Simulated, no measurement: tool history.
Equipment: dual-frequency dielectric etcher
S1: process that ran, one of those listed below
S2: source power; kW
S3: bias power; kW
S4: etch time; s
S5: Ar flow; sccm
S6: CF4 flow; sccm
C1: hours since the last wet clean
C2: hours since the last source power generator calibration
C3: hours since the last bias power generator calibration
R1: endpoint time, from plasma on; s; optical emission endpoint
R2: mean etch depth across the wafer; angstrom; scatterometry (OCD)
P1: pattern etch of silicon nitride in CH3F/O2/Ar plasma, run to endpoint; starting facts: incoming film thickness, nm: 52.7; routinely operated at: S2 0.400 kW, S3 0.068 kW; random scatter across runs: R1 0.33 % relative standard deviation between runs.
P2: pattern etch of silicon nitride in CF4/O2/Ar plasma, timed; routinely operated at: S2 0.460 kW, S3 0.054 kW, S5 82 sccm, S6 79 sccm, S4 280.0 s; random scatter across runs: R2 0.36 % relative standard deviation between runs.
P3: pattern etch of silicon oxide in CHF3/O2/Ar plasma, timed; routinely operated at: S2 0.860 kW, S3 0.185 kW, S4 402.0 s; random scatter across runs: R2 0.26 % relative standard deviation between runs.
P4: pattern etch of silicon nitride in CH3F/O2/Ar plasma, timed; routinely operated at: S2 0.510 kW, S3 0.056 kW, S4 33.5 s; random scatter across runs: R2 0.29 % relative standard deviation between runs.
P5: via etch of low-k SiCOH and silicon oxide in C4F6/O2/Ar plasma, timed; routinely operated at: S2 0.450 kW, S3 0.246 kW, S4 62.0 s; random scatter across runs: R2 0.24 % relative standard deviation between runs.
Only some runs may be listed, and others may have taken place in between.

run	hour	S1	S2	S3	S4	S5	S6	C1	C2	C3	R1	R2
1	7.3	P1	0.400	0.068				314.1	547.9	408.6	77.472	
2	16.7	P4	0.510	0.041	33.5			323.5	557.3	418.0		216.05
3	26.6	P4	0.510	0.056	33.5			333.4	567.2	427.9		237.35
# hour 38.1: wet clean of the chamber
4	42.2	P1	0.400	0.068				4.2	582.8	443.5	77.580	
5	51.6	P5	0.330	0.246	62.0			13.6	592.2	452.9		1640.50
6	62.7	P1	0.400	0.040				24.7	603.3	464.0	91.744	
7	76.5	P1	0.400	0.068				38.5	617.1	477.8	77.330	
8	86.7	P2	0.460	0.037	280.0	82	79	48.7	627.3	488.0		4503.20
9	95.6	P3	0.860	0.185	402.0			57.6	636.2	496.9		9276.00
10	109.6	P1	0.250	0.068				71.6	650.2	510.9	92.677	
11	118.3	P4	0.510	0.056	41.5			80.3	658.9	519.6		293.48
12	134.0	P1	0.400	0.068				96.0	674.6	535.3	78.247	
13	145.3	P2	0.460	0.054	280.0	66	79	107.3	685.9	546.6		5332.80
14	160.5	P3	0.610	0.185	402.0			122.5	701.1	561.8		8109.80
15	176.4	P3	0.860	0.185	543.5			138.4	717.0	577.7		12547.00
16	186.3	P4	0.680	0.056	33.5			148.3	726.9	587.6		265.68
17	197.0	P2	0.640	0.054	280.0	82	79	159.0	737.6	598.3		6926.70
18	212.3	P1	0.400	0.091				174.3	752.9	613.6	69.868	
19	223.1	P1	0.510	0.068				185.1	763.7	624.4	70.740	
20	235.9	P5	0.450	0.246	62.0			197.9	776.5	637.2		1847.10
# hour 240.0: source power generator calibrated
21	249.6	P4	0.510	0.056	33.5			211.6	9.6	650.9		239.42
22	264.3	P2	0.460	0.054	280.0	82	64	226.3	24.3	665.6		5095.50
23	272.2	P1	0.300	0.050				234.2	32.2	673.5	96.148	
24	279.6	P3	0.860	0.239	402.0			241.6	39.6	680.9		10126.00
25	293.1	P2	0.460	0.054	280.0	82	79	255.1	53.1	694.4		5207.40
26	308.3	P2	0.460	0.054	206.0	82	79	270.3	68.3	709.6		3824.60

Expected results for the next run?
27	318.1	P5	0.450	0.301	62.0			280.1	78.1	719.4		?

{"run 27": {"R2": 1976.8}}

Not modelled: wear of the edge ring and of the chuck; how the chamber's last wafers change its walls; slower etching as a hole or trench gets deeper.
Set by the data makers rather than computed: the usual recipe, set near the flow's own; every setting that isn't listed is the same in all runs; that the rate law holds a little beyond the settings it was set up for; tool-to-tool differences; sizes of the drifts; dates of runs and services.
